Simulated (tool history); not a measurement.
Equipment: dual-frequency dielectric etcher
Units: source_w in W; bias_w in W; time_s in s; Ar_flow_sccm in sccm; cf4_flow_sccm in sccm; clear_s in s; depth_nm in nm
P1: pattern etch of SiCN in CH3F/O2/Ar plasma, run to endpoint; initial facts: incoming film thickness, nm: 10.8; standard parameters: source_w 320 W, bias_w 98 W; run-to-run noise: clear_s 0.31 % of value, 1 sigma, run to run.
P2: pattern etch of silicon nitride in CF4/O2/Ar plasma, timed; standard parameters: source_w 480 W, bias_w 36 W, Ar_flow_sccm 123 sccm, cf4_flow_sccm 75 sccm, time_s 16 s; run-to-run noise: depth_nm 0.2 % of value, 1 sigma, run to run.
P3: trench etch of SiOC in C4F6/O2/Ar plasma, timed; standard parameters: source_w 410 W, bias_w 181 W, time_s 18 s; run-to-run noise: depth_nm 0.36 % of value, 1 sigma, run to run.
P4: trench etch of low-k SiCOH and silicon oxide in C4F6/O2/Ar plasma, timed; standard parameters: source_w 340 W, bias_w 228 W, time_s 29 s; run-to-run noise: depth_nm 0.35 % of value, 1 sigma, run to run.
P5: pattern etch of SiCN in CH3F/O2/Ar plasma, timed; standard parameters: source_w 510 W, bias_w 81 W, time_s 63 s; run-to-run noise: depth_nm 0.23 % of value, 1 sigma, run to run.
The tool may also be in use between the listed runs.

run	hour	process	source_w	bias_w	time_s	Ar_flow_sccm	cf4_flow_sccm	hours since the last wet clean	hours since the last source power generator calibration	hours since the last bias power generator calibration	clear_s	depth_nm
1	5.0	P1	320	98				395.5	462.0	2905.5	28.199	
2	10.1	P5	510	81	63			400.6	467.1	2910.6		26.762
3	12.9	P1	320	98				403.4	469.9	2913.4	28.097	
4	16.1	P5	510	48	63			406.6	473.1	2916.6		22.474
5	21.2	P1	230	98				411.7	478.2	2921.7	31.914	
6	25.2	P1	320	98				415.7	482.2	2925.7	28.280	
7	28.4	P4	460	228	29			418.9	485.4	2928.9		101.200
8	33.0	P2	480	36	16	123	75	423.5	490.0	2933.5		23.627
9	36.3	P4	340	228	29			426.8	493.3	2936.8		90.835
# hour 37.9: source power generator calibrated
10	40.6	P1	390	77				431.1	2.7	2941.1	28.595	
11	43.3	P4	340	148	29			433.8	5.4	2943.8		78.589
12	47.7	P1	410	98				438.2	9.8	2948.2	25.690	
13	50.7	P3	410	181	10			441.2	12.8	2951.2		20.250
14	56.2	P3	410	228	18			446.7	18.3	2956.7		39.230
15	58.9	P2	480	28	16	123	75	449.4	21.0	2959.4		21.526
16	64.1	P2	480	36	16	123	44	454.6	26.2	2964.6		21.598
17	69.4	P3	550	181	18			459.9	31.5	2969.9		40.621
18	74.3	P5	650	81	63			464.8	36.4	2974.8		29.429
19	77.2	P1	320	121				467.7	39.3	2977.7	25.871	
20	81.5	P1	320	98				472.0	43.6	2982.0	28.191	
21	85.6	P4	340	228	42			476.1	47.7	2986.1		130.750
22	89.2	P3	410	181	18			479.7	51.3	2989.7		36.329
23	92.9	P5	510	81	63			483.4	55.0	2993.4		26.784
24	98.5	P2	590	36	16	123	75	489.0	60.6	2999.0		28.197
25	103.4	P2	480	36	23	123	75	493.9	65.5	3003.9		33.845
26	106.7	P1	320	63				497.2	68.8	3007.2	32.963	
27	111.2	P2	480	36	16	165	75	501.7	73.3	3011.7		22.482
28	116.6	P5	510	81	39			507.1	78.7	3017.1		16.602
29	121.2	P1	320	98				511.7	83.3	3021.7	28.131	
30	127.0	P1	320	98				517.5	89.1	3027.5	27.983	
31	130.2	P1	320	98				520.7	92.3	3030.7	27.937	
# hour 132.5: wet clean of the chamber
32	133.3	P1	320	98				0.9	95.4	3033.8	27.673	
33	136.8	P1	320	98				4.4	98.9	3037.3	27.690	
34	140.9	P1	320	98				8.5	103.0	3041.4	27.859	
35	145.0	P1	320	98				12.6	107.1	3045.5	27.632	
36	148.1	P1	320	98				15.7	110.2	3048.6	27.845	
37	152.5	P1	320	98				20.1	114.6	3053.0	27.651	

Compared with where it was, what P1 gives has crept away. Each cause listed below fits the log as well as the rest, at the size given for it:
A: bias power that arrives over what is set, % = 4.13
B: source power that arrives over what is set, % = 4.3
The creep began at about hour 121.2.
Other possible causes, and why each is ruled out:
chamber walls in a state that raises the etch rate, %: serviced at hour 132.5, after the drift had started, without restoring the earlier output

The check runs listed below each take one wafer, and their results are still question marks. Under which run would the listed causes lead to clearly different results?
check 1	156.9	P5	510	50	43.0							?
check 2	156.9	P4	460	151	29.0							?
check 3	156.9	P2	480	29	21.0	123	75					?
check 4	156.9	P3	410	217	12.5							?

Predicted outcomes, by check and by cause:
check	result	if A	if B
check 1	depth_nm	15.749	15.804
check 2	depth_nm	90.309	90.710
check 3	depth_nm	29.019	29.677
check 4	depth_nm	27.222	27.301
Distance between the nearest two causes, measured in the result of the check that separates them most: check 1 0.35 %; check 2 0.44 %; check 3 2.24 %; check 4 0.29 %
Check 3 distinguishes between the causes, while the remaining checks would return nearly the same result for all of them.

After running check 3, the following was obtained: depth_nm 29.659 nm. Which cause does this point to?

The correct cause is B, namely: source power that arrives over what is set, %.
